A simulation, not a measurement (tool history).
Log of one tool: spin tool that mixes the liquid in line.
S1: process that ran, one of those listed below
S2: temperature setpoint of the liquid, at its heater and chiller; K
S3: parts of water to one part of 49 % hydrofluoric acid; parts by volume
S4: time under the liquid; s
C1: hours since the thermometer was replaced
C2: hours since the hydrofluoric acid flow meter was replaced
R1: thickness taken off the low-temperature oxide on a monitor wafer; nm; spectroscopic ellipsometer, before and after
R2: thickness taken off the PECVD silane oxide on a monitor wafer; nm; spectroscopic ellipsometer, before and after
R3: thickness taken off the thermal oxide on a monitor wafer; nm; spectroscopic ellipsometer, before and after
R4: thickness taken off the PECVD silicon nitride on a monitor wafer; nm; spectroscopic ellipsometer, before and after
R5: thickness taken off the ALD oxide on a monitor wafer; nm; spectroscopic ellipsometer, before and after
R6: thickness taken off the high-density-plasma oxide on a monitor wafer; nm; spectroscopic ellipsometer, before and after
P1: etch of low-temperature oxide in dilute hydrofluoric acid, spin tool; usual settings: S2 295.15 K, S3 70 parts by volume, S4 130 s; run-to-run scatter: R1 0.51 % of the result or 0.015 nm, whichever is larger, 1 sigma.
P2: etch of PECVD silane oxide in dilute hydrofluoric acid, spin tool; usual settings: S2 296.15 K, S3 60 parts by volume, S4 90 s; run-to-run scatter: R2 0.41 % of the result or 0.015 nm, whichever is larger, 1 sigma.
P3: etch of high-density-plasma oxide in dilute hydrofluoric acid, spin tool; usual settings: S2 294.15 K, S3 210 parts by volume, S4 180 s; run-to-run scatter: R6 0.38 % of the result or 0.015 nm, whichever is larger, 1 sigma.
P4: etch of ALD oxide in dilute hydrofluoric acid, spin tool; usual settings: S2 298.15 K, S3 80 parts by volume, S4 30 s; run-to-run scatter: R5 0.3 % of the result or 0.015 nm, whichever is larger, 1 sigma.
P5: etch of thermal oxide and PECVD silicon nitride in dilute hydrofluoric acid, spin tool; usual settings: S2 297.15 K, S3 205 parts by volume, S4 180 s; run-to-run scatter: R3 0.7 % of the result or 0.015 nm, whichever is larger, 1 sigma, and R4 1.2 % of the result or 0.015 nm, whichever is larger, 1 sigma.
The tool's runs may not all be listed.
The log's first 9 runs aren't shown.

run   hour  S1      S2   S3   S4     C1     C2      R1      R2      R3      R4      R5      R6
 10   85.1  P4  298.15   80   15  646.3  537.5                                  4.4124
 11   95.6  P1  295.15   70  130  656.8    548  23.422
 12  102.9  P4  298.15   80   30  664.1  555.3                                  8.8393
 13  114.5  P1  295.15   30  130  675.7  566.9  56.706
 14  125.3  P1  295.15   70  130  686.5  577.7  23.235
 15  136.4  P2  296.15   60   30  697.6  588.8          9.9569
 16  147.1  P1  295.15   70  130  708.3  599.5    23.3
 17    153  P2  296.15   60   90  714.2  605.4          29.808
 18  158.7  P3  294.15   75  180  719.9  611.1                                          18.042
 19  164.1  P5  297.15  205  180  725.3  616.5                  3.7216  1.9676
 20  173.4  P5  297.15  335  180  734.6  625.8                  1.9776  1.1841
 21  184.1  P3  294.15  210  360  745.3  636.5                                          11.093
 22  192.4  P5  290.15  205  180  753.6  644.8                  2.8532  1.2457
 23  200.2  P1  295.15  125  130  761.4  652.6  12.182
 24  206.3  P3  294.15  210  180  767.5  658.7                                          5.5206
 25    214  P2  296.15   60   90  775.2  666.4          29.951
 26  221.1  P4  298.15  145   30  782.3  673.5                                  4.4838
 27  230.8  P2  290.65   60   90    792  683.2          23.907
 28    239  P3  300.65  210  180  800.2  691.4                                           7.041
 29  246.2  P1  295.15   70   60  807.4  698.6  10.635
 30  257.2  P1  302.65   70  130  818.4  709.6  31.562
 31  266.3  P1  295.15   70  130  827.5  718.7  23.103
 32  276.1  P1  295.15   70  130  837.3  728.5  23.963

Forecast run 33:
 33  286.4  P1  295.15  70  130  847.6  738.8   ?

{"run 33": {"R1": 24.361}}
